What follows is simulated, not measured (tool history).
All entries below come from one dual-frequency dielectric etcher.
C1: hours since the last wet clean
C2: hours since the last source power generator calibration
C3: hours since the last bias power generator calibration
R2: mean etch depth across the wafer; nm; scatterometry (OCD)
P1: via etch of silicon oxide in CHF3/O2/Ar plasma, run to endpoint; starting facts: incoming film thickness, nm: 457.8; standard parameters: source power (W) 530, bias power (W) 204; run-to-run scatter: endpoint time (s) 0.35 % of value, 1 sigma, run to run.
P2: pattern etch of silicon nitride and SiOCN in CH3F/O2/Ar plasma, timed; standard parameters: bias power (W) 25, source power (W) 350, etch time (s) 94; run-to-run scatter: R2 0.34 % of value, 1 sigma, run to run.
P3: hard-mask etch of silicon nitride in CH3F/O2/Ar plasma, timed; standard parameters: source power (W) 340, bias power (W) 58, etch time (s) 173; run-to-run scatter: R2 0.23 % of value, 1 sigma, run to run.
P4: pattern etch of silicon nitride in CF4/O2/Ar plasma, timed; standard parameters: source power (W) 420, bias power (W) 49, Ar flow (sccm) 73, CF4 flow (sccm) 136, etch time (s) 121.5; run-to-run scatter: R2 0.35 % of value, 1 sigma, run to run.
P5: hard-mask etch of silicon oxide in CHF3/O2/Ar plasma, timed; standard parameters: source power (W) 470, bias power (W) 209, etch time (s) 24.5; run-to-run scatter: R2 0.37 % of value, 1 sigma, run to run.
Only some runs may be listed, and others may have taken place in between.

{"run": 1, "hour": 8.9, "process that ran": "P1", "source power (W)": 530, "bias power (W)": 204, "C1": 456.9, "C2": 1055.5, "C3": 2877.4, "endpoint time (s)": 235.3}
{"run": 2, "hour": 14.9, "process that ran": "P4", "source power (W)": 420, "bias power (W)": 34, "Ar flow (sccm)": 73, "CF4 flow (sccm)": 136, "etch time (s)": 121.5, "C1": 462.9, "C2": 1061.5, "C3": 2883.4, "R2": 186.61}
{"run": 3, "hour": 20.2, "process that ran": "P5", "source power (W)": 670, "bias power (W)": 209, "etch time (s)": 24.5, "C1": 468.2, "C2": 1066.8, "C3": 2888.7, "R2": 55.448}
{"run": 4, "hour": 25.8, "process that ran": "P1", "source power (W)": 530, "bias power (W)": 204, "C1": 473.8, "C2": 1072.4, "C3": 2894.3, "endpoint time (s)": 235.21}
{"run": 5, "hour": 33.5, "process that ran": "P5", "source power (W)": 470, "bias power (W)": 209, "etch time (s)": 14.5, "C1": 481.5, "C2": 1080.1, "C3": 2902, "R2": 28.818}
{"run": 6, "hour": 40.0, "process that ran": "P1", "source power (W)": 650, "bias power (W)": 152, "C1": 488, "C2": 1086.6, "C3": 2908.5, "endpoint time (s)": 239.85}
{"run": 7, "hour": 47.8, "process that ran": "P1", "source power (W)": 430, "bias power (W)": 204, "C1": 495.8, "C2": 1094.4, "C3": 2916.3, "endpoint time (s)": 254.93}
{"run": 8, "hour": 53.3, "process that ran": "P1", "source power (W)": 530, "bias power (W)": 204, "C1": 501.3, "C2": 1099.9, "C3": 2921.8, "endpoint time (s)": 234.89}
{"run": 9, "hour": 62.9, "process that ran": "P1", "source power (W)": 530, "bias power (W)": 133, "C1": 510.9, "C2": 1109.5, "C3": 2931.4, "endpoint time (s)": 269.78}
{"run": 10, "hour": 73.2, "process that ran": "P1", "source power (W)": 530, "bias power (W)": 204, "C1": 521.2, "C2": 1119.8, "C3": 2941.7, "endpoint time (s)": 234.91}
{"run": 11, "hour": 79.1, "process that ran": "P3", "source power (W)": 340, "bias power (W)": 35, "etch time (s)": 173, "C1": 527.1, "C2": 1125.7, "C3": 2947.6, "R2": 89.696}
{"run": 12, "hour": 87.7, "process that ran": "P5", "source power (W)": 470, "bias power (W)": 209, "etch time (s)": 24.5, "C1": 535.7, "C2": 1134.3, "C3": 2956.2, "R2": 48.588}
{"run": 13, "hour": 95.6, "process that ran": "P5", "source power (W)": 470, "bias power (W)": 162, "etch time (s)": 24.5, "C1": 543.6, "C2": 1142.2, "C3": 2964.1, "R2": 43.988}
{"run": 14, "hour": 104.8, "process that ran": "P3", "source power (W)": 230, "bias power (W)": 58, "etch time (s)": 173, "C1": 552.8, "C2": 1151.4, "C3": 2973.3, "R2": 90.404}
{"run": 15, "hour": 114.3, "process that ran": "P4", "source power (W)": 420, "bias power (W)": 49, "Ar flow (sccm)": 73, "CF4 flow (sccm)": 102, "etch time (s)": 121.5, "C1": 562.3, "C2": 1160.9, "C3": 2982.8, "R2": 206.27}
{"run": 16, "hour": 121.5, "process that ran": "P4", "source power (W)": 420, "bias power (W)": 49, "Ar flow (sccm)": 73, "CF4 flow (sccm)": 136, "etch time (s)": 121.5, "C1": 569.5, "C2": 1168.1, "C3": 2990, "R2": 211.57}
{"run": 17, "hour": 131.3, "process that ran": "P4", "source power (W)": 420, "bias power (W)": 49, "Ar flow (sccm)": 98, "CF4 flow (sccm)": 136, "etch time (s)": 121.5, "C1": 579.3, "C2": 1177.9, "C3": 2999.8, "R2": 204.57}
{"run": 18, "hour": 137.9, "process that ran": "P2", "source power (W)": 500, "bias power (W)": 25, "etch time (s)": 94, "C1": 585.9, "C2": 1184.5, "C3": 3006.4, "R2": 14.145}
{"run": 19, "hour": 142.7, "process that ran": "P1", "source power (W)": 530, "bias power (W)": 204, "C1": 590.7, "C2": 1189.3, "C3": 3011.2, "endpoint time (s)": 235.34}
{"run": 20, "hour": 148.7, "process that ran": "P3", "source power (W)": 340, "bias power (W)": 58, "etch time (s)": 101.5, "C1": 596.7, "C2": 1195.3, "C3": 3017.2, "R2": 61.814}
{"run": 21, "hour": 155.0, "process that ran": "P4", "source power (W)": 540, "bias power (W)": 49, "Ar flow (sccm)": 73, "CF4 flow (sccm)": 136, "etch time (s)": 121.5, "C1": 603, "C2": 1201.6, "C3": 3023.5, "R2": 262.11}
{"run": 22, "hour": 160.5, "process that ran": "P4", "source power (W)": 420, "bias power (W)": 49, "Ar flow (sccm)": 73, "CF4 flow (sccm)": 136, "etch time (s)": 79, "C1": 608.5, "C2": 1207.1, "C3": 3029, "R2": 137.86}
{"run": 23, "hour": 170.8, "process that ran": "P3", "source power (W)": 340, "bias power (W)": 58, "etch time (s)": 173, "C1": 618.8, "C2": 1217.4, "C3": 3039.3, "R2": 105.4}
{"run": 24, "hour": 175.9, "process that ran": "P1", "source power (W)": 530, "bias power (W)": 204, "C1": 623.9, "C2": 1222.5, "C3": 3044.4, "endpoint time (s)": 235.55}
{"run": 25, "hour": 180.5, "process that ran": "P2", "source power (W)": 350, "bias power (W)": 25, "etch time (s)": 120, "C1": 628.5, "C2": 1227.1, "C3": 3049, "R2": 15.9}
{"run": 26, "hour": 189.5, "process that ran": "P1", "source power (W)": 700, "bias power (W)": 139, "C1": 637.5, "C2": 1236.1, "C3": 3058, "endpoint time (s)": 239.74}
{"hour": 196.7, "done": "wet clean of the chamber"}
{"run": 27, "hour": 199.0, "process that ran": "P1", "source power (W)": 630, "bias power (W)": 161, "C1": 2.4, "C2": 1245.6, "C3": 3067.5, "endpoint time (s)": 237.73}
{"run": 28, "hour": 203.6, "process that ran": "P1", "source power (W)": 530, "bias power (W)": 278, "C1": 7, "C2": 1250.2, "C3": 3072.1, "endpoint time (s)": 210.82}
{"run": 29, "hour": 209.9, "process that ran": "P1", "source power (W)": 720, "bias power (W)": 204, "C1": 13.3, "C2": 1256.5, "C3": 3078.4, "endpoint time (s)": 209.54}
{"run": 30, "hour": 218.5, "process that ran": "P1", "source power (W)": 530, "bias power (W)": 204, "C1": 21.9, "C2": 1265.1, "C3": 3087, "endpoint time (s)": 234.63}
{"run": 31, "hour": 223.2, "process that ran": "P2", "source power (W)": 350, "bias power (W)": 15, "etch time (s)": 94, "C1": 26.6, "C2": 1269.8, "C3": 3091.7, "R2": 9.9737}

The next listed run, before its measurement:
{"run": 32, "hour": 228.4, "process that ran": "P2", "source power (W)": 350, "bias power (W)": 25, "etch time (s)": 94, "C1": 31.8, "C2": 1275, "C3": 3096.9, "R2": "?"}

R2: 12.483 nm
